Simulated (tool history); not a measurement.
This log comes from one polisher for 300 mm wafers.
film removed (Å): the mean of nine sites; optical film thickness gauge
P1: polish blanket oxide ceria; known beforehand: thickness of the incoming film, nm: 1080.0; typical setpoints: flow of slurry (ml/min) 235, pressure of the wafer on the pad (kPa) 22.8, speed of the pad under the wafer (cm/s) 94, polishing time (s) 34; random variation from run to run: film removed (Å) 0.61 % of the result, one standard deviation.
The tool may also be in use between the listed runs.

run,hour,flow of slurry (ml/min),pressure of the wafer on the pad (kPa),speed of the pad under the wafer (cm/s),polishing time (s),wafers polished on this pad,hours since the slurry nozzle was cleaned,hours since the head pressure was calibrated,film removed (Å)
1,2.7,235,22.8,94,34,899,47.0,222.9,1236.00
2,4.8,235,22.8,94,34,923,49.1,225.0,1230.60
3,8.5,235,15.2,44,34,964,52.8,228.7,385.85
4,11.9,235,11.7,94,34,1002,56.2,232.1,640.77
5,15.7,235,22.8,94,34,1045,60.0,235.9,1232.20
6,17.9,235,22.8,94,34,1069,62.2,238.1,1231.70
7,21.4,235,22.8,142,34,1109,65.7,241.6,1846.60
8,25.2,235,33.8,94,34,1151,69.5,245.4,1831.80
9,28.0,235,22.8,94,34,1182,72.3,248.2,1224.20
10,31.5,235,13.8,62,34,1222,75.8,251.7,492.78
11,34.5,235,22.8,94,18,1255,78.8,254.7,648.33
12,38.4,235,22.8,94,49,1299,82.7,258.6,1770.00
13,41.8,340,22.8,94,34,1337,86.1,262.0,1284.80
14,44.8,140,22.8,94,34,1370,89.1,265.0,1158.40
15,47.1,235,22.8,60,34,1396,91.4,267.3,786.31
16,49.4,235,22.8,94,34,1422,93.7,269.6,1238.10
17,52.9,235,22.8,94,34,1461,97.2,273.1,1208.00
18,56.5,235,22.8,94,34,1501,100.8,276.7,1192.10
19,60.0,235,22.8,94,34,1540,104.3,280.2,1189.50
20,62.5,235,22.8,94,34,1568,106.8,282.7,1200.00
# hour 65.4: head pressure recalibrated
21,67.2,235,22.8,94,34,1621,111.5,1.9,1180.00
22,71.5,235,22.8,94,34,1669,115.8,6.2,1182.50

Forecast run 23:
23,74.6,235,22.8,94,34,1704,118.9,9.3,?

For run 23 the tool returned film removed (Å) 1174.80.

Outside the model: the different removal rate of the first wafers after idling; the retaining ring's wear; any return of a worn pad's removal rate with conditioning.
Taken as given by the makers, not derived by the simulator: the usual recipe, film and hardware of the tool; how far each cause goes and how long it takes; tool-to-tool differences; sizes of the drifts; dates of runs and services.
